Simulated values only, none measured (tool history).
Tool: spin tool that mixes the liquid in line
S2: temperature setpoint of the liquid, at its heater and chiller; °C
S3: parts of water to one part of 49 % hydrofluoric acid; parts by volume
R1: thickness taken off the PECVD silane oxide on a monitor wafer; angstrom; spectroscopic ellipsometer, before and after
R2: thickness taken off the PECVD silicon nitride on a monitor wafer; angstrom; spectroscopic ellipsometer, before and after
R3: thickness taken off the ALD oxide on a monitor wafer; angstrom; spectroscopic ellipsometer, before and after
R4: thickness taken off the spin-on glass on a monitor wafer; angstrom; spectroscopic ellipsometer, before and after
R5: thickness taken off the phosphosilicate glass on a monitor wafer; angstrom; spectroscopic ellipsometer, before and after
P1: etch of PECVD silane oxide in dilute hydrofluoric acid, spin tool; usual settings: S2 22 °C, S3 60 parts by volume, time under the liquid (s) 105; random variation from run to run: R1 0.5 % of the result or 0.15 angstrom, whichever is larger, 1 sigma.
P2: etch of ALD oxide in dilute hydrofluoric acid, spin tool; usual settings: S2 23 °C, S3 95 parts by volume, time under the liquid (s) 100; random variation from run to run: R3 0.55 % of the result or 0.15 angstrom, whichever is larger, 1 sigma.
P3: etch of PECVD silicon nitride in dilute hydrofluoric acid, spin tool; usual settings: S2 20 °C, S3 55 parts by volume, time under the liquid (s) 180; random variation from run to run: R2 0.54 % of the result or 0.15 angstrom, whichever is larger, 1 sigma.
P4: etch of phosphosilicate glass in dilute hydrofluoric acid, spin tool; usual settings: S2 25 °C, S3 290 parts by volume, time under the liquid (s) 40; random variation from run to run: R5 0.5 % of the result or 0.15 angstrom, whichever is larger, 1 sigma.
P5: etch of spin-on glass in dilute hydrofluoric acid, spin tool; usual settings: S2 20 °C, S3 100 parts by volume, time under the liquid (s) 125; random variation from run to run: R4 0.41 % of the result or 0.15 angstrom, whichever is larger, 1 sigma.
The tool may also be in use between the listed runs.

{"run": 1, "hour": 6.9, "process that ran": "P1", "S2": 22, "S3": 60, "time under the liquid (s)": 105, "R1": 260.43}
{"run": 2, "hour": 13.0, "process that ran": "P3", "S2": 20, "S3": 55, "time under the liquid (s)": 180, "R2": 69.902}
{"run": 3, "hour": 19.3, "process that ran": "P2", "S2": 31, "S3": 95, "time under the liquid (s)": 100, "R3": 229.88}
{"run": 4, "hour": 24.8, "process that ran": "P5", "S2": 25.5, "S3": 100, "time under the liquid (s)": 125, "R4": 755.68}
{"run": 5, "hour": 28.6, "process that ran": "P1", "S2": 22, "S3": 60, "time under the liquid (s)": 105, "R1": 258.15}
{"run": 6, "hour": 32.4, "process that ran": "P4", "S2": 25, "S3": 290, "time under the liquid (s)": 40, "R5": 70.063}
{"run": 7, "hour": 37.3, "process that ran": "P1", "S2": 17, "S3": 60, "time under the liquid (s)": 50, "R1": 99.226}
{"run": 8, "hour": 41.4, "process that ran": "P1", "S2": 22, "S3": 60, "time under the liquid (s)": 105, "R1": 259.71}
{"run": 9, "hour": 48.0, "process that ran": "P1", "S2": 17, "S3": 60, "time under the liquid (s)": 105, "R1": 208.19}
{"run": 10, "hour": 54.8, "process that ran": "P1", "S2": 22, "S3": 30, "time under the liquid (s)": 105, "R1": 541.36}
{"run": 11, "hour": 58.8, "process that ran": "P4", "S2": 25, "S3": 290, "time under the liquid (s)": 40, "R5": 69.872}
{"run": 12, "hour": 62.6, "process that ran": "P1", "S2": 22, "S3": 60, "time under the liquid (s)": 50, "R1": 124.37}
{"run": 13, "hour": 68.2, "process that ran": "P4", "S2": 25, "S3": 290, "time under the liquid (s)": 80, "R5": 139.17}
{"run": 14, "hour": 71.8, "process that ran": "P2", "S2": 23, "S3": 95, "time under the liquid (s)": 30, "R3": 50.766}
{"run": 15, "hour": 76.9, "process that ran": "P1", "S2": 22, "S3": 95, "time under the liquid (s)": 105, "R1": 157.07}
{"run": 16, "hour": 80.8, "process that ran": "P1", "S2": 22, "S3": 60, "time under the liquid (s)": 105, "R1": 259.81}
{"run": 17, "hour": 87.5, "process that ran": "P5", "S2": 20, "S3": 25, "time under the liquid (s)": 125, "R4": 2680.9}
{"run": 18, "hour": 92.4, "process that ran": "P5", "S2": 20, "S3": 100, "time under the liquid (s)": 250, "R4": 1220.3}
{"run": 19, "hour": 99.2, "process that ran": "P3", "S2": 20, "S3": 55, "time under the liquid (s)": 180, "R2": 69.237}
{"run": 20, "hour": 103.7, "process that ran": "P2", "S2": 23, "S3": 155, "time under the liquid (s)": 100, "R3": 97.416}
{"run": 21, "hour": 106.8, "process that ran": "P3", "S2": 20, "S3": 90, "time under the liquid (s)": 180, "R2": 42.655}
{"run": 22, "hour": 112.3, "process that ran": "P4", "S2": 25, "S3": 65, "time under the liquid (s)": 40, "R5": 399.23}
{"run": 23, "hour": 118.4, "process that ran": "P2", "S2": 23, "S3": 95, "time under the liquid (s)": 100, "R3": 169.32}
{"run": 24, "hour": 122.0, "process that ran": "P5", "S2": 20, "S3": 100, "time under the liquid (s)": 125, "R4": 608.14}
{"run": 25, "hour": 127.8, "process that ran": "P1", "S2": 30, "S3": 60, "time under the liquid (s)": 105, "R1": 356.27}
{"run": 26, "hour": 131.5, "process that ran": "P1", "S2": 22, "S3": 60, "time under the liquid (s)": 105, "R1": 259.86}
{"run": 27, "hour": 135.2, "process that ran": "P4", "S2": 21.5, "S3": 290, "time under the liquid (s)": 40, "R5": 61.334}
{"run": 28, "hour": 141.8, "process that ran": "P3", "S2": 17, "S3": 55, "time under the liquid (s)": 180, "R2": 56.238}
{"run": 29, "hour": 145.2, "process that ran": "P1", "S2": 22, "S3": 60, "time under the liquid (s)": 105, "R1": 258.78}
{"run": 30, "hour": 151.8, "process that ran": "P1", "S2": 22, "S3": 60, "time under the liquid (s)": 165, "R1": 405.72}
{"run": 31, "hour": 158.3, "process that ran": "P1", "S2": 17, "S3": 60, "time under the liquid (s)": 150, "R1": 297.8}
{"run": 32, "hour": 163.5, "process that ran": "P3", "S2": 20, "S3": 55, "time under the liquid (s)": 100, "R2": 38.733}
{"run": 33, "hour": 169.9, "process that ran": "P1", "S2": 22, "S3": 60, "time under the liquid (s)": 105, "R1": 261.37}
{"run": 34, "hour": 174.5, "process that ran": "P1", "S2": 22, "S3": 60, "time under the liquid (s)": 105, "R1": 263.26}
{"run": 35, "hour": 177.7, "process that ran": "P1", "S2": 22, "S3": 60, "time under the liquid (s)": 105, "R1": 267.81}
{"run": 36, "hour": 184.3, "process that ran": "P1", "S2": 22, "S3": 60, "time under the liquid (s)": 105, "R1": 269.73}
{"run": 37, "hour": 190.6, "process that ran": "P1", "S2": 22, "S3": 60, "time under the liquid (s)": 105, "R1": 271}
{"run": 38, "hour": 195.7, "process that ran": "P1", "S2": 22, "S3": 60, "time under the liquid (s)": 105, "R1": 271.64}
{"run": 39, "hour": 200.2, "process that ran": "P1", "S2": 22, "S3": 60, "time under the liquid (s)": 105, "R1": 273.13}
{"run": 40, "hour": 206.5, "process that ran": "P1", "S2": 22, "S3": 60, "time under the liquid (s)": 105, "R1": 274.73}
{"run": 41, "hour": 210.8, "process that ran": "P1", "S2": 22, "S3": 60, "time under the liquid (s)": 105, "R1": 275.91}
{"run": 42, "hour": 217.1, "process that ran": "P1", "S2": 22, "S3": 60, "time under the liquid (s)": 105, "R1": 275.88}

What P1 gives has crept away from where it was. These 2 causes fit the log equally well, each at the size given:
A: liquid hotter than its thermometer reads (K) = 1.44
B: hydrofluoric acid flow above the setpoint (%) = 5.68
The creep began at about hour 169.9.

4 check runs are offered, one wafer each, their results left as question marks. Which one tells the causes apart?
{"run": "check 1", "hour": 223.4, "process that ran": "P5", "S2": 25.5, "S3": 100, "time under the liquid (s)": 205, "R4": "?"}
{"run": "check 2", "hour": 223.4, "process that ran": "P4", "S2": 25, "S3": 70, "time under the liquid (s)": 80, "R5": "?"}
{"run": "check 3", "hour": 223.4, "process that ran": "P2", "S2": 31, "S3": 95, "time under the liquid (s)": 35, "R3": "?"}
{"run": "check 4", "hour": 223.4, "process that ran": "P3", "S2": 20, "S3": 55, "time under the liquid (s)": 105, "R2": "?"}

What each check would give under each cause:
check=check_1 result=R4 if_A=1315.9 if_B=1324
check=check_2 result=R5 if_A=785.46 if_B=787.57
check=check_3 result=R3 if_A=85.332 if_B=86.138
check=check_4 result=R2 if_A=44.567 if_B=42.587
How far apart the two closest causes lie, in the result that separates them most: check 1 0.62 %; check 2 0.27 %; check 3 0.94 %; check 4 4.55 %
Only check 4 tells the causes apart: in the others they would give nearly the same result.

Then check 4 was run and gave: R2 42.379 angstrom. Which cause is it?

It is B: hydrofluoric acid flow above the setpoint (%).
